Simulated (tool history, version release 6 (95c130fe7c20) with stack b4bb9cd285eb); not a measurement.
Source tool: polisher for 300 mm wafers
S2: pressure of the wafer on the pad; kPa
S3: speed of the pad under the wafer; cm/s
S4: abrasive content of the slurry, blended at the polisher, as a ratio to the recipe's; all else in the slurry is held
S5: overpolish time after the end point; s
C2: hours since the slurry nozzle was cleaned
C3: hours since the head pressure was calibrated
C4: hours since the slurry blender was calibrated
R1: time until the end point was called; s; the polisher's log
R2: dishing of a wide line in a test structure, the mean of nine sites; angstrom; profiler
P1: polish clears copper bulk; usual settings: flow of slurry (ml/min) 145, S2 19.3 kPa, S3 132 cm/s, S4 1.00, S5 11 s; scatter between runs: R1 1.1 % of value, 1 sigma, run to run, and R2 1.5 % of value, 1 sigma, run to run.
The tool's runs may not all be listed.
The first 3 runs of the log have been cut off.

run 4 hour=34.3 | flow_of_slurry_(ml/min)=145 S2=19.3 S3=132 S4=1.00 S5=3 | wafers_polished_on_this_pad=750 C2=190.6 C3=833.2 C4=310.4 | R1=60.321 R2=304.18
run 5 hour=42.2 | flow_of_slurry_(ml/min)=145 S2=19.3 S3=132 S4=1.35 S5=11 | wafers_polished_on_this_pad=803 C2=198.5 C3=841.1 C4=318.3 | R1=56.186 R2=914.61
run 6 hour=49.8 | flow_of_slurry_(ml/min)=145 S2=9.7 S3=132 S4=1.00 S5=11 | wafers_polished_on_this_pad=855 C2=206.1 C3=848.7 C4=325.9 | R1=119.250 R2=496.86
run 7 hour=55.1 | flow_of_slurry_(ml/min)=145 S2=19.3 S3=132 S4=1.00 S5=11 | wafers_polished_on_this_pad=891 C2=211.4 C3=854.0 C4=331.2 | R1=60.619 R2=868.09
run 8 hour=62.2 | flow_of_slurry_(ml/min)=145 S2=19.3 S3=74 S4=1.00 S5=11 | wafers_polished_on_this_pad=939 C2=218.5 C3=861.1 C4=338.3 | R1=105.800 R2=567.44
run 9 hour=69.2 | flow_of_slurry_(ml/min)=145 S2=19.3 S3=132 S4=1.00 S5=18 | wafers_polished_on_this_pad=987 C2=225.5 C3=868.1 C4=345.3 | R1=59.482 R2=1189.50
run 10 hour=76.4 | flow_of_slurry_(ml/min)=145 S2=29.0 S3=132 S4=1.00 S5=11 | wafers_polished_on_this_pad=1036 C2=232.7 C3=875.3 C4=352.5 | R1=39.879 R2=1201.90
run 11 hour=85.7 | flow_of_slurry_(ml/min)=195 S2=19.3 S3=132 S4=1.30 S5=11 | wafers_polished_on_this_pad=1099 C2=242.0 C3=884.6 C4=361.8 | R1=55.100 R2=946.09
run 12 hour=94.1 | flow_of_slurry_(ml/min)=145 S2=19.3 S3=190 S4=1.30 S5=11 | wafers_polished_on_this_pad=1156 C2=250.4 C3=893.0 C4=370.2 | R1=39.723 R2=1126.40
run 13 hour=101.6 | flow_of_slurry_(ml/min)=205 S2=19.3 S3=132 S4=1.00 S5=11 | wafers_polished_on_this_pad=1207 C2=257.9 C3=900.5 C4=377.7 | R1=56.953 R2=917.88
run 14 hour=106.6 | flow_of_slurry_(ml/min)=145 S2=19.3 S3=132 S4=1.00 S5=11 | wafers_polished_on_this_pad=1241 C2=262.9 C3=905.5 C4=382.7 | R1=60.930 R2=862.94
run 15 hour=117.5 | flow_of_slurry_(ml/min)=145 S2=19.3 S3=132 S4=0.65 S5=11 | wafers_polished_on_this_pad=1315 C2=273.8 C3=916.4 C4=393.6 | R1=64.995 R2=818.22
run 16 hour=124.0 | flow_of_slurry_(ml/min)=145 S2=19.3 S3=180 S4=1.00 S5=11 | wafers_polished_on_this_pad=1359 C2=280.3 C3=922.9 C4=400.1 | R1=44.018 R2=1055.10
run 17 hour=130.5 | flow_of_slurry_(ml/min)=145 S2=19.3 S3=132 S4=1.00 S5=11 | wafers_polished_on_this_pad=1403 C2=286.8 C3=929.4 C4=406.6 | R1=59.653 R2=889.01
run 18 hour=139.8 | flow_of_slurry_(ml/min)=145 S2=19.3 S3=132 S4=1.00 S5=11 | wafers_polished_on_this_pad=1467 C2=296.1 C3=938.7 C4=415.9 | R1=58.713 R2=885.24
run 19 hour=150.2 | flow_of_slurry_(ml/min)=145 S2=19.3 S3=132 S4=1.00 S5=11 | wafers_polished_on_this_pad=1537 C2=306.5 C3=949.1 C4=426.3 | R1=60.100 R2=876.56
run 20 hour=157.5 | flow_of_slurry_(ml/min)=145 S2=19.3 S3=132 S4=1.00 S5=11 | wafers_polished_on_this_pad=1587 C2=313.8 C3=956.4 C4=433.6 | R1=60.360 R2=854.46
run 21 hour=165.8 | flow_of_slurry_(ml/min)=145 S2=19.3 S3=132 S4=1.00 S5=11 | wafers_polished_on_this_pad=1643 C2=322.1 C3=964.7 C4=441.9 | R1=62.119 R2=849.52
run 22 hour=172.8 | flow_of_slurry_(ml/min)=145 S2=19.3 S3=132 S4=1.00 S5=11 | wafers_polished_on_this_pad=1691 C2=329.1 C3=971.7 C4=448.9 | R1=62.473 R2=845.81
run 23 hour=183.8 | flow_of_slurry_(ml/min)=145 S2=19.3 S3=132 S4=1.00 S5=11 | wafers_polished_on_this_pad=1766 C2=340.1 C3=982.7 C4=459.9 | R1=63.615 R2=821.66
run 24 hour=189.4 | flow_of_slurry_(ml/min)=145 S2=19.3 S3=132 S4=1.00 S5=11 | wafers_polished_on_this_pad=1804 C2=345.7 C3=988.3 C4=465.5 | R1=63.962 R2=853.28
run 25 hour=197.7 | flow_of_slurry_(ml/min)=145 S2=19.3 S3=132 S4=1.00 S5=11 | wafers_polished_on_this_pad=1860 C2=354.0 C3=996.6 C4=473.8 | R1=64.584 R2=821.57
run 26 hour=204.8 | flow_of_slurry_(ml/min)=145 S2=19.3 S3=132 S4=1.00 S5=11 | wafers_polished_on_this_pad=1908 C2=361.1 C3=1003.7 C4=480.9 | R1=64.118 R2=850.66
-- hour=205.2 slurry blender recalibrated
-- hour=206.0 head pressure recalibrated
run 27 hour=215.5 | flow_of_slurry_(ml/min)=145 S2=19.3 S3=132 S4=1.00 S5=11 | wafers_polished_on_this_pad=1981 C2=371.8 C3=9.6 C4=10.4 | R1=65.360 R2=825.70

For run 28, what comes out?
run 28 hour=222.1 | flow_of_slurry_(ml/min)=145 S2=19.3 S3=132 S4=1.00 S5=11 | wafers_polished_on_this_pad=2026 C2=378.4 C3=16.2 C4=17.0 | R1=? R2=?

{"run 28": {"R1": 64.442, "R2": 845.33}}
